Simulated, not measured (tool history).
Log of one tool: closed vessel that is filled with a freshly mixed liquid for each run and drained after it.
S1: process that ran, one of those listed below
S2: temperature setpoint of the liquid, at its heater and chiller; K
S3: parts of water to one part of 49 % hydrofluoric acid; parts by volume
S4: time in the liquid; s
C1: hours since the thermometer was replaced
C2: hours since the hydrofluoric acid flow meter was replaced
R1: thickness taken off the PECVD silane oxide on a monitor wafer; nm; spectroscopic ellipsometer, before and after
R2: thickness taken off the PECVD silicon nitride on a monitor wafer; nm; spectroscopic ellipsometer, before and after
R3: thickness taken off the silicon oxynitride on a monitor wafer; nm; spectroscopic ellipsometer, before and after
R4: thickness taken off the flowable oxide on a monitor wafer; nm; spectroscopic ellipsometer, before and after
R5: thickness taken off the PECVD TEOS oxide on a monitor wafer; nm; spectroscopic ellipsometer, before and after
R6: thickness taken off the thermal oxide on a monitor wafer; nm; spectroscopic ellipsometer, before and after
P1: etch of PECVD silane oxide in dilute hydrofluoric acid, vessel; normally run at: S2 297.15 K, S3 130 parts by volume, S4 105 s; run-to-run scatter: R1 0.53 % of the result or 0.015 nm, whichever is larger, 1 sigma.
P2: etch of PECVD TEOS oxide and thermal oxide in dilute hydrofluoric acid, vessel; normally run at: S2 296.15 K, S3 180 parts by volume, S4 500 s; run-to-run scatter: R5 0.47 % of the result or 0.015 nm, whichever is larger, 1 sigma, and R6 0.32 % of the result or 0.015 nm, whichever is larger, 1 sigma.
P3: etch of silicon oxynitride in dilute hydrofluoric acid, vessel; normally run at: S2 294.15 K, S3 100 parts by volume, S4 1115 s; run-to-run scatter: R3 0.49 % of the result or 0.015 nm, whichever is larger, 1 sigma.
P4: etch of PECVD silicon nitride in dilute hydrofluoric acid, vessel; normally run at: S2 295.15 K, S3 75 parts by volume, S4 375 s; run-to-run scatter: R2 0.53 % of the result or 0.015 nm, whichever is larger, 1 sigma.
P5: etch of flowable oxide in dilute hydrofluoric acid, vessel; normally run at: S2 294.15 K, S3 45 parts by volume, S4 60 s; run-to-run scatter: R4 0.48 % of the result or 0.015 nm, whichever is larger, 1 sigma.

run 1 day=0.617 | S1=P1 S2=297.15 S3=130 S4=105 | C1=577.7 C2=1489.7 | R1=24.265
run 2 day=1.167 | S1=P4 S2=295.15 S3=130 S4=375 | C1=590.9 C2=1502.9 | R2=8.9139
run 3 day=1.521 | S1=P4 S2=295.15 S3=75 S4=595 | C1=599.4 C2=1511.4 | R2=24.484
run 4 day=2.038 | S1=P3 S2=294.15 S3=100 S4=150 | C1=611.8 C2=1523.8 | R3=6.3403
run 5 day=2.538 | S1=P5 S2=294.15 S3=45 S4=60 | C1=623.8 C2=1535.8 | R4=50.349
run 6 day=2.971 | S1=P3 S2=294.15 S3=100 S4=1115 | C1=634.2 C2=1546.2 | R3=46.797
run 7 day=3.342 | S1=P1 S2=304.65 S3=130 S4=105 | C1=643.1 C2=1555.1 | R1=31.798
run 8 day=3.725 | S1=P2 S2=296.15 S3=180 S4=500 | C1=652.3 C2=1564.3 | R5=32.496 R6=12.535
run 9 day=4.062 | S1=P2 S2=296.15 S3=180 S4=830 | C1=660.4 C2=1572.4 | R5=54.345 R6=20.761
run 10 day=4.746 | S1=P4 S2=295.15 S3=75 S4=375 | C1=676.8 C2=1588.8 | R2=15.297
run 11 day=5.217 | S1=P5 S2=294.15 S3=45 S4=105 | C1=688.1 C2=1600.1 | R4=88.369
run 12 day=5.562 | S1=P1 S2=297.15 S3=195 S4=105 | C1=696.4 C2=1608.4 | R1=14.975
run 13 day=6.183 | S1=P3 S2=302.15 S3=100 S4=1115 | C1=711.3 C2=1623.3 | R3=68.166
run 14 day=6.658 | S1=P1 S2=290.15 S3=130 S4=105 | C1=722.7 C2=1634.7 | R1=18.143
run 15 day=7.038 | S1=P1 S2=297.15 S3=35 S4=105 | C1=731.8 C2=1643.8 | R1=101.65
run 16 day=7.721 | S1=P1 S2=297.15 S3=130 S4=105 | C1=748.2 C2=1660.2 | R1=24.095
run 17 day=8.321 | S1=P5 S2=294.15 S3=75 S4=60 | C1=762.6 C2=1674.6 | R4=28.932
run 18 day=8.775 | S1=P1 S2=297.15 S3=130 S4=105 | C1=773.5 C2=1685.5 | R1=24.131
run 19 day=9.442 | S1=P4 S2=290.15 S3=75 S4=375 | C1=789.5 C2=1701.5 | R2=10.965
run 20 day=9.888 | S1=P1 S2=301.65 S3=220 S4=105 | C1=800.2 C2=1712.2 | R1=15.264
run 21 day=10.546 | S1=P2 S2=296.15 S3=180 S4=500 | C1=816 C2=1728 | R5=32.628 R6=12.432
run 22 day=11.033 | S1=P2 S2=296.15 S3=30 S4=500 | C1=827.7 C2=1739.7 | R5=234.26 R6=90.094
run 23 day=11.767 | S1=P1 S2=297.15 S3=130 S4=105 | C1=845.3 C2=1757.3 | R1=24.368
run 24 day=12.492 | S1=P2 S2=290.15 S3=180 S4=500 | C1=862.7 C2=1774.7 | R5=25.737 R6=9.8722
run 25 day=12.9 | S1=P1 S2=297.15 S3=130 S4=105 | C1=872.5 C2=1784.5 | R1=24.102
run 26 day=13.504 | S1=P4 S2=295.15 S3=75 S4=375 | C1=887 C2=1799 | R2=15.375
run 27 day=13.946 | S1=P1 S2=293.15 S3=130 S4=210 | C1=897.6 C2=1809.6 | R1=41.644
run 28 day=14.283 | S1=P1 S2=297.15 S3=130 S4=105 | C1=905.7 C2=1817.7 | R1=24.249
run 29 day=14.75 | S1=P1 S2=297.15 S3=130 S4=205 | C1=916.9 C2=1828.9 | R1=47.218
run 30 day=15.375 | S1=P5 S2=294.15 S3=45 S4=60 | C1=931.9 C2=1843.9 | R4=50.511
run 31 day=15.846 | S1=P1 S2=297.15 S3=130 S4=55 | C1=943.2 C2=1855.2 | R1=12.619
run 32 day=16.325 | S1=P3 S2=294.15 S3=150 S4=1115 | C1=954.7 C2=1866.7 | R3=29.883
run 33 day=16.858 | S1=P5 S2=300.65 S3=45 S4=60 | C1=967.5 C2=1879.5 | R4=65.612
run 34 day=17.492 | S1=P1 S2=297.15 S3=130 S4=105 | C1=982.7 C2=1894.7 | R1=24.212
run 35 day=18.117 | S1=P1 S2=297.15 S3=130 S4=105 | C1=997.7 C2=1909.7 | R1=23.494
run 36 day=18.579 | S1=P1 S2=297.15 S3=130 S4=105 | C1=1008.8 C2=1920.8 | R1=22.846
run 37 day=19.033 | S1=P1 S2=297.15 S3=130 S4=105 | C1=1019.7 C2=1931.7 | R1=22.814

Run 38 comes next. What will it give?
run 38 day=19.542 | S1=P1 S2=297.15 S3=130 S4=105 | C1=1031.9 C2=1943.9 | R1=?

R1: 22.493 nm
